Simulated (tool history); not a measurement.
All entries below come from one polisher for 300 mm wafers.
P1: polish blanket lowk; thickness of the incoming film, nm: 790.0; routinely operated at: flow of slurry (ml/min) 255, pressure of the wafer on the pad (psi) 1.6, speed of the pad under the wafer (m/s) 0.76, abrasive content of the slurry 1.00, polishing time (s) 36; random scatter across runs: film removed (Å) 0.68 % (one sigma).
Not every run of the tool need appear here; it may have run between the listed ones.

run,hour,flow of slurry (ml/min),pressure of the wafer on the pad (psi),speed of the pad under the wafer (m/s),abrasive content of the slurry,polishing time (s),wafers polished on this pad,hours since the slurry nozzle was cleaned,hours since the head pressure was calibrated,hours since the slurry blender was calibrated,hours since the conditioning disc was replaced,film removed (Å)
1,13.7,255,1.6,0.76,1.00,36,416,278.9,571.7,32.0,47.5,80.237
2,29.8,255,1.6,0.76,1.00,57,562,295.0,587.8,48.1,63.6,126.010
3,38.7,255,2.3,0.76,0.70,36,643,303.9,596.7,57.0,72.5,96.683
4,49.4,255,1.6,0.76,1.00,36,740,314.6,607.4,67.7,83.2,79.680
5,64.2,255,1.6,0.76,1.00,36,874,329.4,622.2,82.5,98.0,80.270
6,76.4,255,2.2,0.76,1.00,36,984,341.6,634.4,94.7,110.2,110.360
7,89.2,255,1.1,0.76,1.00,36,1100,354.4,647.2,107.5,123.0,54.683
8,100.9,255,1.6,0.34,1.00,36,1206,366.1,658.9,119.2,134.7,42.284
9,110.9,255,1.6,0.76,1.00,36,1296,376.1,668.9,129.2,144.7,80.057
10,124.8,330,1.6,0.76,1.00,36,1422,390.0,682.8,143.1,158.6,82.019
11,140.7,255,1.6,0.76,1.00,17,1566,405.9,698.7,159.0,174.5,37.783
12,154.1,255,1.6,0.76,1.00,36,1688,419.3,712.1,172.4,187.9,79.424
13,166.6,255,1.6,0.76,0.50,36,1801,431.8,724.6,184.9,200.4,54.689
14,181.6,390,1.6,0.76,1.00,22,1937,446.8,739.6,199.9,215.4,50.945
15,190.1,255,1.6,0.76,1.35,36,2014,455.3,748.1,208.4,223.9,90.970
16,205.7,255,1.6,0.76,1.00,36,2155,470.9,763.7,224.0,239.5,79.833
17,218.3,155,1.6,0.76,1.00,36,2269,483.5,776.3,236.6,252.1,74.844
18,228.5,255,1.6,1.14,1.00,36,2361,493.7,786.5,246.8,262.3,110.910
19,241.8,255,1.6,0.76,1.00,36,2482,507.0,799.8,260.1,275.6,79.540
20,250.6,255,1.6,0.76,1.00,36,2561,515.8,808.6,268.9,284.4,80.682

Expected results for the next run?
21,258.6,255,1.6,0.76,1.00,36,2634,523.8,816.6,276.9,292.4,?

film removed (Å): 77.662
